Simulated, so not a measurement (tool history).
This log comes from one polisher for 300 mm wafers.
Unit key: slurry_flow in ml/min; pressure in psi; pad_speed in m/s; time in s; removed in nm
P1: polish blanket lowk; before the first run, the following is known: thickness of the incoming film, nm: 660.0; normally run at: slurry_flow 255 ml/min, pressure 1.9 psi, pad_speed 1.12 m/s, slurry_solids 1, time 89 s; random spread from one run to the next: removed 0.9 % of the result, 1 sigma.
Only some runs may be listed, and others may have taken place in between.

run,hour,slurry_flow,pressure,pad_speed,slurry_solids,time,wafers polished on this pad,hours since the slurry nozzle was cleaned,hours since the head pressure was calibrated,hours since the slurry blender was calibrated,hours since the conditioning disc was replaced,removed
1,9.8,255,1.9,1.12,1,89,273,626.1,752.3,177.7,107.5,44.917
2,18.7,155,1.9,1.12,1,89,346,635,761.2,186.6,116.4,42.596
3,29,255,1.9,1.12,0.55,89,430,645.3,771.5,196.9,126.7,33.112
4,36.5,255,3,1.12,1,89,491,652.8,779,204.4,134.2,71.304
5,42.3,255,1.9,1.12,1,89,538,658.6,784.8,210.2,140,44.69
6,54,400,1.9,1.12,1,89,634,670.3,796.5,221.9,151.7,46.655
# hour 60: slurry blender recalibrated
7,62.6,255,1.9,0.5,1,89,704,678.9,805.1,2.7,160.3,23.785
8,71.6,255,1.9,1.12,1,89,777,687.9,814.1,11.7,169.3,45.301
9,80.2,255,1.9,1.12,1,123,847,696.5,822.7,20.3,177.9,62.189
10,86.5,255,1.9,1.12,1,89,898,702.8,829,26.6,184.2,45.215
11,98.4,255,1.9,1.12,1,89,995,714.7,840.9,38.5,196.1,44.475
12,103.9,255,1.9,1.12,1,40,1040,720.2,846.4,44,201.6,19.794
13,112.5,255,1.9,1.6,1,89,1110,728.8,855,52.6,210.2,60.04
14,124.4,255,1.3,1.12,1,89,1207,740.7,866.9,64.5,222.1,30.454
15,130.5,255,1.9,1.12,1.35,89,1257,746.8,873,70.6,228.2,51.988
16,140.1,255,1.3,1.12,1,58,1335,756.4,882.6,80.2,237.8,19.971
17,151,255,1.9,1.12,1,89,1424,767.3,893.5,91.1,248.7,45.218
18,162.1,255,1.9,1.12,1,89,1514,778.4,904.6,102.2,259.8,43.239
19,170.6,255,1.9,1.12,1,89,1584,786.9,913.1,110.7,268.3,42.7
20,177.2,255,1.9,1.12,1,89,1637,793.5,919.7,117.3,274.9,41.984
21,186.7,255,1.9,1.12,1,89,1715,803,929.2,126.8,284.4,41.214
22,194.2,255,1.9,1.12,1,89,1776,810.5,936.7,134.3,291.9,40.314
23,202.6,255,1.9,1.12,1,89,1844,818.9,945.1,142.7,300.3,40.954
24,213.2,255,1.9,1.12,1,89,1931,829.5,955.7,153.3,310.9,40.087
# hour 214.9: slurry nozzle cleaned
# hour 217.1: worn pad replaced by a new one
# hour 217.1: conditioning disc replaced and pad reconditioned
25,219.7,255,1.9,1.12,1,89,21,4.9,962.2,159.8,2.6,40.237
26,224.9,255,1.9,1.12,1,89,63,10.1,967.4,165,7.8,40.063
27,234.3,255,1.9,1.12,1,89,140,19.5,976.8,174.4,17.2,39.76
28,245.1,255,1.9,1.12,1,89,228,30.3,987.6,185.2,28,40.829

The output of P1 has drifted from where it used to be. Each of the 2 causes below, taken at the size shown beside it, accounts for the log equally well:
A: abrasive missing from the slurry, % = 21.8
B: head's pressure below its setpoint, % = 11.3
The process output started creeping at around hour 151.
Each remaining cause and why it is not a fit:
removal rate lost through wear of the pad, %: work on it at hour 217.1, done after the drift set in, did not restore what the process gave before
slurry flow missing at the pad, %: work on it at hour 214.9, done after the drift set in, did not restore what the process gave before
time polished since the conditioner stopped cutting, s: work on it at hour 217.1, done after the drift set in, did not restore what the process gave before

The 4 check runs listed below each average the results of 5 wafers, and their outcomes are marked with question marks. Under which run would the listed causes produce clearly different results?
check 1,255.9,255,2.8,1.12,1,89,,,,,,?
check 2,255.9,255,2.5,1.12,0.6,89,,,,,,?
check 3,255.9,255,1.9,0.68,1,89,,,,,,?
check 4,255.9,350,1.9,1.46,1,89,,,,,,?

What every check run would give for each of its results, assuming each possible cause in turn:
check,result,if A,if B
check 1,removed,59.107,59.071
check 2,removed,39.269,40.477
check 3,removed,26.907,26.891
check 4,removed,51.03,51
Per-check spread between the two closest causes, in the result where they differ most: check 1 0.06 %; check 2 3.03 %; check 3 0.06 %; check 4 0.06 %
Check 2 distinguishes between the causes, while the remaining checks would return nearly the same result for all of them.

After running check 2, the following was obtained: removed 39.349 nm. Which cause does this point to?

It was cause A: abrasive missing from the slurry, %.

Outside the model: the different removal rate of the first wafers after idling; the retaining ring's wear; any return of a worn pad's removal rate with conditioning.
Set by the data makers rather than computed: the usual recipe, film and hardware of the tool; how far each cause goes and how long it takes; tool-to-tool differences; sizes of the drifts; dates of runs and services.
